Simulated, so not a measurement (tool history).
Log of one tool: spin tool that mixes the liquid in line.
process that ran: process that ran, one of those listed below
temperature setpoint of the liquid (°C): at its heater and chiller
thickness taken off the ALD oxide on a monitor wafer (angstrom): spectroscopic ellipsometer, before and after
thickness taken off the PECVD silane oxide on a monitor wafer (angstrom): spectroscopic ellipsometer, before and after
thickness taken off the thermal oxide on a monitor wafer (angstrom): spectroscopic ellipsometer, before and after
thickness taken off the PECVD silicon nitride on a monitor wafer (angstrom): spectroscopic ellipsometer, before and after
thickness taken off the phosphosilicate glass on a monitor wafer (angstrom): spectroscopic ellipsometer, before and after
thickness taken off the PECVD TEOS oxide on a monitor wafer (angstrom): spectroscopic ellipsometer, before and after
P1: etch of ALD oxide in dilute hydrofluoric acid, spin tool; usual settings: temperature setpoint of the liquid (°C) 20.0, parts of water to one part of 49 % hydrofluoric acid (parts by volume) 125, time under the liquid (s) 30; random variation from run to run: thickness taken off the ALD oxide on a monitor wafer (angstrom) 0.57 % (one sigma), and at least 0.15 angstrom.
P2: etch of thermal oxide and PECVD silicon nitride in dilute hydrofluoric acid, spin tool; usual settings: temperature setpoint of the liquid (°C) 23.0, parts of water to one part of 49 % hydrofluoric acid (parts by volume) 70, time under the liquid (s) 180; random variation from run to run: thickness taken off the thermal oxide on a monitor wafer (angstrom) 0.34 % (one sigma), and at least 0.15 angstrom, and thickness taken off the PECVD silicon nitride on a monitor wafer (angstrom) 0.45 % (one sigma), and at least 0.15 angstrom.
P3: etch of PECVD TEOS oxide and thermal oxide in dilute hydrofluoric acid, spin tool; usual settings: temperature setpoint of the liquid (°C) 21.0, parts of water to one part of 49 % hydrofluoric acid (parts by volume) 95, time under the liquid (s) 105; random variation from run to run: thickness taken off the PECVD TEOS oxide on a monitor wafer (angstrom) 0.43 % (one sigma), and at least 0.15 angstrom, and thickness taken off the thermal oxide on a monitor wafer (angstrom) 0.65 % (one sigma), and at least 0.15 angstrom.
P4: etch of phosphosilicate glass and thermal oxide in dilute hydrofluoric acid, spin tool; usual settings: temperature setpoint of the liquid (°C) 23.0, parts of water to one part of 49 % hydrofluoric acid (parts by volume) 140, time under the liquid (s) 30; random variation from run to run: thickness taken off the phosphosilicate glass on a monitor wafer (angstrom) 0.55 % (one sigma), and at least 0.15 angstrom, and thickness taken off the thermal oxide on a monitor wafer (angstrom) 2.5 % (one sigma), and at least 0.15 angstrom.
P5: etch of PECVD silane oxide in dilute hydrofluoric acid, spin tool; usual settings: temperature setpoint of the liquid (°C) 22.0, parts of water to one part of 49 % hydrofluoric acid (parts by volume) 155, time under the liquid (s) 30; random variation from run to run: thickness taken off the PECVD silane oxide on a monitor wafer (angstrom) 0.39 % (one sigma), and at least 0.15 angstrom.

| run | hour | process that ran | temperature setpoint of the liquid (°C) | parts of water to one part of 49 % hydrofluoric acid (parts by volume) | time under the liquid (s) | hours since the thermometer was replaced | hours since the hydrofluoric acid flow meter was replaced | thickness taken off the ALD oxide on a monitor wafer (angstrom) | thickness taken off the PECVD silane oxide on a monitor wafer (angstrom) | thickness taken off the thermal oxide on a monitor wafer (angstrom) | thickness taken off the PECVD silicon nitride on a monitor wafer (angstrom) | thickness taken off the phosphosilicate glass on a monitor wafer (angstrom) | thickness taken off the PECVD TEOS oxide on a monitor wafer (angstrom) |
|---|---|---|---|---|---|---|---|---|---|---|---|---|---|
| 1 | 8.3 | P1 | 20.0 | 125 | 30 | 1537.1 | 902.2 | 65.396 |  |  |  |  |  |
| 2 | 14.0 | P1 | 17.0 | 195 | 30 | 1542.8 | 907.9 | 34.405 |  |  |  |  |  |
| 3 | 23.6 | P5 | 22.0 | 155 | 30 | 1552.4 | 917.5 |  | 82.798 |  |  |  |  |
| 4 | 30.4 | P2 | 26.5 | 70 | 180 | 1559.2 | 924.3 |  |  | 141.9600 | 83.244 |  |  |
| 5 | 37.0 | P5 | 22.0 | 155 | 30 | 1565.8 | 930.9 |  | 83.526 |  |  |  |  |
| 6 | 44.5 | P4 | 23.0 | 140 | 15 | 1573.3 | 938.4 |  |  | 4.1777 |  | 141.45 |  |
| 7 | 49.6 | P3 | 28.5 | 95 | 105 | 1578.4 | 943.5 |  |  | 61.1360 |  |  | 367.500 |
| 8 | 57.8 | P1 | 20.0 | 125 | 30 | 1586.6 | 951.7 | 65.577 |  |  |  |  |  |
| 9 | 66.5 | P3 | 21.0 | 95 | 105 | 1595.3 | 960.4 |  |  | 46.1790 |  |  | 273.510 |
| 10 | 74.9 | P4 | 23.0 | 210 | 30 | 1603.7 | 968.8 |  |  | 5.1619 |  | 176.42 |  |
| 11 | 79.4 | P2 | 23.0 | 70 | 180 | 1608.2 | 973.3 |  |  | 124.6100 | 65.955 |  |  |
| 12 | 88.5 | P4 | 27.5 | 140 | 30 | 1617.3 | 982.4 |  |  | 10.4930 |  | 336.99 |  |
| 13 | 96.8 | P1 | 20.0 | 125 | 45 | 1625.6 | 990.7 | 98.660 |  |  |  |  |  |
| 14 | 101.6 | P3 | 21.0 | 95 | 105 | 1630.4 | 995.5 |  |  | 45.8830 |  |  | 275.600 |
| 15 | 107.7 | P4 | 23.0 | 140 | 30 | 1636.5 | 1001.6 |  |  | 8.4976 |  | 284.40 |  |
| 16 | 115.6 | P1 | 27.5 | 125 | 50 | 1644.4 | 1009.5 | 145.170 |  |  |  |  |  |
| 17 | 121.0 | P1 | 20.0 | 125 | 15 | 1649.8 | 1014.9 | 32.085 |  |  |  |  |  |
| 18 | 126.2 | P1 | 20.0 | 30 | 55 | 1655.0 | 1020.1 | 550.840 |  |  |  |  |  |
| 19 | 133.5 | P1 | 20.0 | 125 | 30 | 1662.3 | 1027.4 | 65.859 |  |  |  |  |  |
| 20 | 141.2 | P4 | 23.0 | 140 | 30 | 1670.0 | 1035.1 |  |  | 9.1046 |  | 284.91 |  |
| 21 | 150.2 | P2 | 23.0 | 70 | 95 | 1679.0 | 1044.1 |  |  | 65.6560 | 34.857 |  |  |
| 22 | 155.7 | P5 | 17.5 | 155 | 30 | 1684.5 | 1049.6 |  | 69.746 |  |  |  |  |
| 23 | 162.6 | P3 | 21.0 | 20 | 105 | 1691.4 | 1056.5 |  |  | 237.4300 |  |  | 1431.400 |
| 24 | 171.9 | P5 | 22.0 | 155 | 15 | 1700.7 | 1065.8 |  | 41.680 |  |  |  |  |
| 25 | 178.2 | P1 | 27.5 | 125 | 30 | 1707.0 | 1072.1 | 87.577 |  |  |  |  |  |
| 26 | 183.8 | P1 | 17.0 | 125 | 30 | 1712.6 | 1077.7 | 57.721 |  |  |  |  |  |
| 27 | 190.3 | P2 | 23.0 | 105 | 180 | 1719.1 | 1084.2 |  |  | 79.3870 | 44.254 |  |  |
| 28 | 196.1 | P3 | 21.0 | 95 | 30 | 1724.9 | 1090.0 |  |  | 13.1350 |  |  | 78.519 |
| 29 | 202.7 | P1 | 20.0 | 125 | 30 | 1731.5 | 1096.6 | 64.643 |  |  |  |  |  |
| 30 | 210.8 | P1 | 20.0 | 190 | 30 | 1739.6 | 1104.7 | 40.094 |  |  |  |  |  |
| 31 | 219.5 | P5 | 22.0 | 215 | 30 | 1748.3 | 1113.4 |  | 57.087 |  |  |  |  |
| 32 | 226.9 | P1 | 20.0 | 70 | 30 | 1755.7 | 1120.8 | 124.070 |  |  |  |  |  |
| 33 | 234.3 | P1 | 20.0 | 125 | 30 | 1763.1 | 1128.2 | 64.040 |  |  |  |  |  |
| 34 | 239.8 | P1 | 20.0 | 125 | 30 | 1768.6 | 1133.7 | 63.314 |  |  |  |  |  |
| 35 | 247.9 | P1 | 20.0 | 125 | 30 | 1776.7 | 1141.8 | 61.853 |  |  |  |  |  |
| 36 | 255.8 | P1 | 20.0 | 125 | 30 | 1784.6 | 1149.7 | 61.148 |  |  |  |  |  |
| 37 | 261.9 | P1 | 20.0 | 125 | 30 | 1790.7 | 1155.8 | 61.115 |  |  |  |  |  |
| 38 | 268.1 | P1 | 20.0 | 125 | 30 | 1796.9 | 1162.0 | 60.089 |  |  |  |  |  |
| 39 | 272.3 | P1 | 20.0 | 125 | 30 | 1801.1 | 1166.2 | 60.794 |  |  |  |  |  |
| 40 | 278.2 | P1 | 20.0 | 125 | 30 | 1807.0 | 1172.1 | 60.890 |  |  |  |  |  |

What P1 gives has crept away from where it was. These 2 causes fit the log equally well, each at the size given:
A: hydrofluoric acid flow below the setpoint (%) = 5.89
B: liquid colder than its thermometer reads (K) = 1.7
The creep began at about hour 234.3.

4 check runs are offered, one wafer each, their results left as question marks. Which one tells the causes apart?
| check 1 | 284.1 | P5 | 22.0 | 155 | 30 |  |  |  | ? |  |  |  |  |
| check 2 | 284.1 | P3 | 21.0 | 95 | 105 |  |  |  |  | ? |  |  | ? |
| check 3 | 284.1 | P4 | 23.0 | 140 | 30 |  |  |  |  | ? |  | ? |  |
| check 4 | 284.1 | P2 | 23.0 | 70 | 180 |  |  |  |  | ? | ? |  |  |

What each check would give under each cause:
| check | result | if A | if B |
|---|---|---|---|
| check 1 | thickness taken off the PECVD silane oxide on a monitor wafer (angstrom) | 77.697 | 78.046 |
| check 2 | thickness taken off the thermal oxide on a monitor wafer (angstrom) | 42.9010 | 42.7990 |
| check 2 | thickness taken off the PECVD TEOS oxide on a monitor wafer (angstrom) | 256.600 | 255.990 |
| check 3 | thickness taken off the thermal oxide on a monitor wafer (angstrom) | 8.2642 | 8.2965 |
| check 3 | thickness taken off the phosphosilicate glass on a monitor wafer (angstrom) | 264.59 | 265.62 |
| check 4 | thickness taken off the thermal oxide on a monitor wafer (angstrom) | 116.1600 | 115.7300 |
| check 4 | thickness taken off the PECVD silicon nitride on a monitor wafer (angstrom) | 62.436 | 59.058 |
How far apart the two closest causes lie, in the result that separates them most: check 1 0.45 %; check 2 0.24 %; check 3 0.39 %; check 4 5.56 %
Only check 4 tells the causes apart: in the others they would give nearly the same result.

Check 4 was then run and gave: thickness taken off the thermal oxide on a monitor wafer (angstrom) 115.8900; thickness taken off the PECVD silicon nitride on a monitor wafer (angstrom) 58.625. Which cause is it?

It is B: liquid colder than its thermometer reads (K).
